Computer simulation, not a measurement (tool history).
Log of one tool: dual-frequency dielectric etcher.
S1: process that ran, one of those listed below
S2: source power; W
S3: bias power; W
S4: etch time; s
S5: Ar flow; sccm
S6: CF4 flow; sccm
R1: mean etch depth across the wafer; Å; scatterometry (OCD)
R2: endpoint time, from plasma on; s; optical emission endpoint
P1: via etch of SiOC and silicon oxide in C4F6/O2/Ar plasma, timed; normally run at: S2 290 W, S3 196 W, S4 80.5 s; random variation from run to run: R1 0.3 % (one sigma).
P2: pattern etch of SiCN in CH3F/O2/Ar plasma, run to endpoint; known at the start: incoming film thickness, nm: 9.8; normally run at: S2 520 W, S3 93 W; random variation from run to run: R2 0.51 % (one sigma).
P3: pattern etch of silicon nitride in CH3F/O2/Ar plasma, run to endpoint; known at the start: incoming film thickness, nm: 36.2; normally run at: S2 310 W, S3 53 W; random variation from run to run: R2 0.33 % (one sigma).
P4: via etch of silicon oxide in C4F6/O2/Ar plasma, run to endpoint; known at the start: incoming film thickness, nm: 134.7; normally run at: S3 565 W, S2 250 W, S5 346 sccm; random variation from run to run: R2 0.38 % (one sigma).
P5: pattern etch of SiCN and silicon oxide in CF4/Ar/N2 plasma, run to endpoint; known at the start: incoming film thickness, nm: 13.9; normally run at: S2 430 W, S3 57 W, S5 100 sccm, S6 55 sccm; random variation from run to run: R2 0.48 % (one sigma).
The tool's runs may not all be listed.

run	hour	S1	S2	S3	S4	S5	S6	R1	R2
1	4.2	P1	290	196	80.5			805.93	
2	12.1	P1	360	196	80.5			874.88	
3	16.5	P1	230	232	80.5			785.83	
# hour 21.3: bias power generator calibrated
4	24.7	P5	430	57		71	55		18.052
5	32.8	P1	290	196	51.5			516.75	
6	40.4	P4	250	565		218			32.120
7	47.1	P1	290	196	80.5			809.86	
8	52.6	P1	290	196	80.5			805.32	
9	60.9	P5	430	57		100	77		17.845
10	64.9	P2	330	93					25.125
11	72.8	P1	290	196	98.5			991.20	
12	81.4	P4	250	766		346			30.102
13	87.4	P5	430	37		100	55		21.745
14	95.3	P3	240	53					67.243
15	101.4	P4	340	565		346			30.301
16	106.0	P2	520	61					24.561
17	113.4	P1	210	196	80.5			713.43	
18	118.0	P3	310	53					61.290
19	123.4	P2	520	93					21.340
20	131.0	P1	290	196	80.5			807.85	
21	139.2	P5	430	57		100	55		19.224
22	144.5	P2	520	93					21.229
23	150.6	P3	310	63					57.727
24	156.1	P1	290	240	80.5			867.72	
25	162.7	P5	340	57		100	55		23.346
26	166.5	P4	250	565		346			34.073
27	171.2	P1	290	196	80.5			807.75	
28	179.8	P1	290	196	80.5			807.57	
29	187.0	P1	290	132	80.5			712.37	
30	194.6	P3	310	53					61.279
31	198.5	P1	290	196	80.5			809.32	
32	206.6	P1	290	196	80.5			803.66	
33	210.6	P1	290	196	80.5			795.16	
# hour 214.3: wet clean of the chamber
34	214.8	P1	290	196	80.5			802.13	
35	221.8	P1	290	196	80.5			794.61	
36	226.8	P1	290	196	80.5			796.19	
37	230.6	P1	290	196	80.5			794.15	
38	235.1	P1	290	196	80.5			798.38	

What P1 gives has crept away from where it was. These 2 causes fit the log equally well, each at the size given:
A: bias power that arrives under what is set, % = 4.39
B: source power that arrives under what is set, % = 3.83
The creep began at about hour 198.5.
Why every other cause is out:
chamber walls in a state that lowers the etch rate, %: serviced at hour 214.3, which brought nothing back

4 check runs are offered, each on 3 wafers whose results are averaged, their results left as question marks. Which one tells the causes apart?
check 1	239.6	P4	310	565		346			?
check 2	239.6	P3	250	60					?
check 3	239.6	P5	430	40		100	55		?
check 4	239.6	P2	340	67					?

What each check would give under each cause:
check	result	if A	if B
check 1	R2	31.866	31.772
check 2	R2	64.849	64.822
check 3	R2	21.685	22.150
check 4	R2	28.412	28.382
How far apart the two closest causes lie, in the result that separates them most: check 1 0.3 %; check 2 0.04 %; check 3 2.12 %; check 4 0.1 %
Only check 3 tells the causes apart: in the others they would give nearly the same result.

Then check 3 was run and gave: R2 21.664 s. Which cause is it?

It is A: bias power that arrives under what is set, %.
